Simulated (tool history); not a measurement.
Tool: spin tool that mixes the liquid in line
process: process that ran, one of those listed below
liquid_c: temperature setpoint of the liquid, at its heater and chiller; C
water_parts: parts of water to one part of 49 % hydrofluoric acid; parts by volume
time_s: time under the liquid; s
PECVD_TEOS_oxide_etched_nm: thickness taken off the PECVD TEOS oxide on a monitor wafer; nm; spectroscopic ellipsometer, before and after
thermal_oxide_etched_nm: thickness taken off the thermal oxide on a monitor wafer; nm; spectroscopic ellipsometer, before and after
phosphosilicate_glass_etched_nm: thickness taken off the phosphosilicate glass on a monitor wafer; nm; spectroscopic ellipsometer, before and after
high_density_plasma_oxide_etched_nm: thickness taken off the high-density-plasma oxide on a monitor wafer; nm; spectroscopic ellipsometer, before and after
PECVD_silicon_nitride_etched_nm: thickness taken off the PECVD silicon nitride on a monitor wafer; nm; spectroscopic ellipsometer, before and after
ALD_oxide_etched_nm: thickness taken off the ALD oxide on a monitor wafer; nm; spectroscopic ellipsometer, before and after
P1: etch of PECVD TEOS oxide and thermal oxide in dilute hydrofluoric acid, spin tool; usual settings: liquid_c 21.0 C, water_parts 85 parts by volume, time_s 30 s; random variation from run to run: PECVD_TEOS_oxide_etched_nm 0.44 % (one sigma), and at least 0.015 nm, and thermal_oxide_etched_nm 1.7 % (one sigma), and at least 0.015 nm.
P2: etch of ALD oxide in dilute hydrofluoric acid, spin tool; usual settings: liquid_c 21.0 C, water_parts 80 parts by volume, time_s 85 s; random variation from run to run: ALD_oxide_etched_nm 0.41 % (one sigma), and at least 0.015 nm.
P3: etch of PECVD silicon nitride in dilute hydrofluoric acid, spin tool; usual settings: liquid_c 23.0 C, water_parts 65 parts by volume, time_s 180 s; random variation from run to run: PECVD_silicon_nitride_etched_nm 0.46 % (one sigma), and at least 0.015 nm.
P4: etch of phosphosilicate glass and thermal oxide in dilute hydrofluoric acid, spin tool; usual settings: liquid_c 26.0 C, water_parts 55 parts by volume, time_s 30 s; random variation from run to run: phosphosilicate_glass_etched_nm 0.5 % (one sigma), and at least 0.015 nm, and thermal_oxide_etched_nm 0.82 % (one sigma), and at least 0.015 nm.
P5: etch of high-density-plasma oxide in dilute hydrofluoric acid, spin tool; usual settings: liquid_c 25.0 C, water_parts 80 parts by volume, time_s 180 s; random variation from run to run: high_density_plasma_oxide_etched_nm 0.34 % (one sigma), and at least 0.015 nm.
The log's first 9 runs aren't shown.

run	hour	process	liquid_c	water_parts	time_s	hours since the thermometer was replaced	hours since the hydrofluoric acid flow meter was replaced	PECVD_TEOS_oxide_etched_nm	thermal_oxide_etched_nm	phosphosilicate_glass_etched_nm	high_density_plasma_oxide_etched_nm	PECVD_silicon_nitride_etched_nm	ALD_oxide_etched_nm
10	104.6	P4	26.0	55	30	1058.0	1010.4		2.98630	103.940			
11	114.7	P3	23.0	65	180	1068.1	1020.5					5.7796	
12	121.7	P1	21.0	25	30	1075.1	1027.5	28.1640	5.96400				
13	136.9	P1	17.0	120	30	1090.3	1042.7	4.4491	0.90683				
14	147.2	P1	21.0	85	30	1100.6	1053.0	7.7325	1.62020				
15	160.2	P2	21.0	20	85	1113.6	1066.0						72.902
16	169.2	P2	21.0	80	85	1122.6	1075.0						16.923
17	176.7	P1	21.0	85	30	1130.1	1082.5	7.6588	1.57470				
# hour 182.0: thermometer replaced
18	185.4	P5	25.0	50	180	3.5	1091.2				41.543		
19	198.2	P3	23.0	35	180	16.3	1104.0					10.5470	
20	213.1	P3	23.0	65	180	31.2	1118.9					5.7302	
21	223.1	P1	21.0	85	30	41.2	1128.9	7.6275	1.54050				
22	232.8	P1	21.0	85	50	50.9	1138.6	12.8370	2.68260				
23	240.3	P5	25.0	80	320	58.4	1146.1				44.509		

Forecast run 24:
24	249.3	P1	21.0	85	15	67.4	1155.1	?	?				

Run 24 gave PECVD_TEOS_oxide_etched_nm 3.8234 nm, thermal_oxide_etched_nm 0.77081 nm.
